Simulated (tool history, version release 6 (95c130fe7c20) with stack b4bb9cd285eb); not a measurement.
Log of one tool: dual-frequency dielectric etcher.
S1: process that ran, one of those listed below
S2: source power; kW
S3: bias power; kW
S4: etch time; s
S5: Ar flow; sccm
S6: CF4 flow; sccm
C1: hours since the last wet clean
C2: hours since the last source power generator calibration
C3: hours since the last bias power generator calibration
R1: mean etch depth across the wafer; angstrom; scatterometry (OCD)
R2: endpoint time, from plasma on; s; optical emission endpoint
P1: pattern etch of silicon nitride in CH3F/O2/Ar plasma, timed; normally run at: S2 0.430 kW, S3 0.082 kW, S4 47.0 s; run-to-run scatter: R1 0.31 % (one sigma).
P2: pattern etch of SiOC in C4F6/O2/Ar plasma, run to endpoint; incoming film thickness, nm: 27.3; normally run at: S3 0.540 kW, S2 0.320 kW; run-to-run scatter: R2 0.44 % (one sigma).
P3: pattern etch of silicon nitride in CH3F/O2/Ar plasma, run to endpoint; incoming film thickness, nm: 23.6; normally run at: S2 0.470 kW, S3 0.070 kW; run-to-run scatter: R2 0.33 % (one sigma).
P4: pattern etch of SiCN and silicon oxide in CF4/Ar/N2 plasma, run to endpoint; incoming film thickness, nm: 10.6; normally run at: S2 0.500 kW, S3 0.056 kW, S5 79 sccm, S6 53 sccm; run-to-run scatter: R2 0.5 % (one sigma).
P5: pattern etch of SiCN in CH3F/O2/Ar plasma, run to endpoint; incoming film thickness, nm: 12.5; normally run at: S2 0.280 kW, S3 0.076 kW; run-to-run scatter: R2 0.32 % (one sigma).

run 1 hour=10.6 | S1=P1 S2=0.430 S3=0.082 S4=47.0 | C1=487.0 C2=1874.5 C3=1045.8 | R1=349.35
run 2 hour=22.8 | S1=P2 S2=0.320 S3=0.540 | C1=499.2 C2=1886.7 C3=1058.0 | R2=9.4801
run 3 hour=37.4 | S1=P4 S2=0.500 S3=0.056 S5=79 S6=35 | C1=513.8 C2=1901.3 C3=1072.6 | R2=13.4250
run 4 hour=45.7 | S1=P2 S2=0.320 S3=0.713 | C1=522.1 C2=1909.6 C3=1080.9 | R2=8.4826
run 5 hour=59.4 | S1=P5 S2=0.280 S3=0.076 | C1=535.8 C2=1923.3 C3=1094.6 | R2=37.2500
run 6 hour=70.2 | S1=P2 S2=0.200 S3=0.540 | C1=546.6 C2=1934.1 C3=1105.4 | R2=11.2650
run 7 hour=78.9 | S1=P5 S2=0.280 S3=0.106 | C1=555.3 C2=1942.8 C3=1114.1 | R2=32.6970
run 8 hour=88.8 | S1=P4 S2=0.600 S3=0.056 S5=79 S6=53 | C1=565.2 C2=1952.7 C3=1124.0 | R2=10.6200
run 9 hour=100.5 | S1=P1 S2=0.570 S3=0.082 S4=47.0 | C1=576.9 C2=1964.4 C3=1135.7 | R1=387.80
run 10 hour=109.5 | S1=P1 S2=0.260 S3=0.082 S4=30.5 | C1=585.9 C2=1973.4 C3=1144.7 | R1=188.04
run 11 hour=116.0 | S1=P3 S2=0.470 S3=0.051 | C1=592.4 C2=1979.9 C3=1151.2 | R2=35.0020
run 12 hour=127.7 | S1=P1 S2=0.430 S3=0.082 S4=47.0 | C1=604.1 C2=1991.6 C3=1162.9 | R1=348.23
run 13 hour=137.3 | S1=P4 S2=0.500 S3=0.056 S5=108 S6=53 | C1=613.7 C2=2001.2 C3=1172.5 | R2=13.1690
run 14 hour=146.6 | S1=P4 S2=0.500 S3=0.068 S5=79 S6=53 | C1=623.0 C2=2010.5 C3=1181.8 | R2=11.6680
run 15 hour=160.4 | S1=P4 S2=0.500 S3=0.056 S5=79 S6=53 | C1=636.8 C2=2024.3 C3=1195.6 | R2=12.4430
run 16 hour=172.6 | S1=P3 S2=0.470 S3=0.070 | C1=649.0 C2=2036.5 C3=1207.8 | R2=31.5060
run 17 hour=179.6 | S1=P1 S2=0.430 S3=0.082 S4=47.0 | C1=656.0 C2=2043.5 C3=1214.8 | R1=348.75
run 18 hour=191.2 | S1=P1 S2=0.430 S3=0.082 S4=62.0 | C1=667.6 C2=2055.1 C3=1226.4 | R1=458.76
run 19 hour=205.4 | S1=P1 S2=0.320 S3=0.082 S4=47.0 | C1=681.8 C2=2069.3 C3=1240.6 | R1=311.49
run 20 hour=213.4 | S1=P3 S2=0.320 S3=0.070 | C1=689.8 C2=2077.3 C3=1248.6 | R2=36.4590
run 21 hour=222.0 | S1=P1 S2=0.540 S3=0.112 S4=47.0 | C1=698.4 C2=2085.9 C3=1257.2 | R1=421.47
-- hour=224.7 source power generator calibrated
run 22 hour=232.2 | S1=P1 S2=0.430 S3=0.082 S4=47.0 | C1=708.6 C2=7.6 C3=1267.4 | R1=348.48
run 23 hour=242.3 | S1=P1 S2=0.430 S3=0.098 S4=47.0 | C1=718.7 C2=17.7 C3=1277.5 | R1=370.62
run 24 hour=256.2 | S1=P1 S2=0.430 S3=0.082 S4=30.0 | C1=732.6 C2=31.6 C3=1291.4 | R1=223.10
run 25 hour=269.7 | S1=P1 S2=0.430 S3=0.082 S4=47.0 | C1=746.1 C2=45.1 C3=1304.9 | R1=347.11
run 26 hour=276.9 | S1=P1 S2=0.430 S3=0.054 S4=47.0 | C1=753.3 C2=52.3 C3=1312.1 | R1=303.05
run 27 hour=284.9 | S1=P1 S2=0.430 S3=0.082 S4=47.0 | C1=761.3 C2=60.3 C3=1320.1 | R1=346.62
run 28 hour=295.1 | S1=P5 S2=0.370 S3=0.076 | C1=771.5 C2=70.5 C3=1330.3 | R2=33.3880
run 29 hour=309.7 | S1=P1 S2=0.430 S3=0.082 S4=47.0 | C1=786.1 C2=85.1 C3=1344.9 | R1=347.42
run 30 hour=320.2 | S1=P1 S2=0.430 S3=0.082 S4=47.0 | C1=796.6 C2=95.6 C3=1355.4 | R1=345.33
run 31 hour=333.9 | S1=P1 S2=0.430 S3=0.082 S4=47.0 | C1=810.3 C2=109.3 C3=1369.1 | R1=344.93
run 32 hour=343.0 | S1=P1 S2=0.430 S3=0.082 S4=47.0 | C1=819.4 C2=118.4 C3=1378.2 | R1=345.09
run 33 hour=350.7 | S1=P1 S2=0.430 S3=0.082 S4=47.0 | C1=827.1 C2=126.1 C3=1385.9 | R1=343.64
-- hour=354.7 wet clean of the chamber
run 34 hour=363.3 | S1=P1 S2=0.430 S3=0.082 S4=47.0 | C1=8.7 C2=138.7 C3=1398.5 | R1=341.92
run 35 hour=372.5 | S1=P1 S2=0.430 S3=0.082 S4=47.0 | C1=17.9 C2=147.9 C3=1407.7 | R1=342.74
run 36 hour=380.0 | S1=P1 S2=0.430 S3=0.082 S4=47.0 | C1=25.4 C2=155.4 C3=1415.2 | R1=342.83
run 37 hour=388.4 | S1=P1 S2=0.430 S3=0.082 S4=47.0 | C1=33.8 C2=163.8 C3=1423.6 | R1=344.80
run 38 hour=401.5 | S1=P1 S2=0.430 S3=0.082 S4=47.0 | C1=46.9 C2=176.9 C3=1436.7 | R1=343.36

What P1 gives has crept away from where it was. These 2 causes fit the log equally well, each at the size given:
A: bias power that arrives under what is set, % = 4.27
B: source power that arrives under what is set, % = 3.97
The creep began at about hour 309.7.
Why every other cause is out:
chamber walls in a state that lowers the etch rate, %: serviced at hour 354.7, which brought nothing back

4 check runs are offered, each on 3 wafers whose results are averaged, their results left as question marks. Which one tells the causes apart?
run check 1 hour=414.6 | S1=P5 S2=0.280 S3=0.076 | R2=?
run check 2 hour=414.6 | S1=P4 S2=0.500 S3=0.056 S5=79 S6=53 | R2=?
run check 3 hour=414.6 | S1=P2 S2=0.320 S3=0.540 | R2=?
run check 4 hour=414.6 | S1=P3 S2=0.470 S3=0.070 | R2=?

What each check would give under each cause:
check=check_1 result=R2 if_A=37.7630 if_B=37.7300
check=check_2 result=R2 if_A=12.6330 if_B=12.9160
check=check_3 result=R2 if_A=9.6063 if_B=9.5894
check=check_4 result=R2 if_A=31.9970 if_B=32.0240
How far apart the two closest causes lie, in the result that separates them most: check 1 0.09 %; check 2 2.22 %; check 3 0.18 %; check 4 0.09 %
Check 2 tells the causes apart: in the others they would give nearly the same result.

Check 2 was then run and gave: R2 12.5980 s. Which cause is it?

It is A: bias power that arrives under what is set, %.
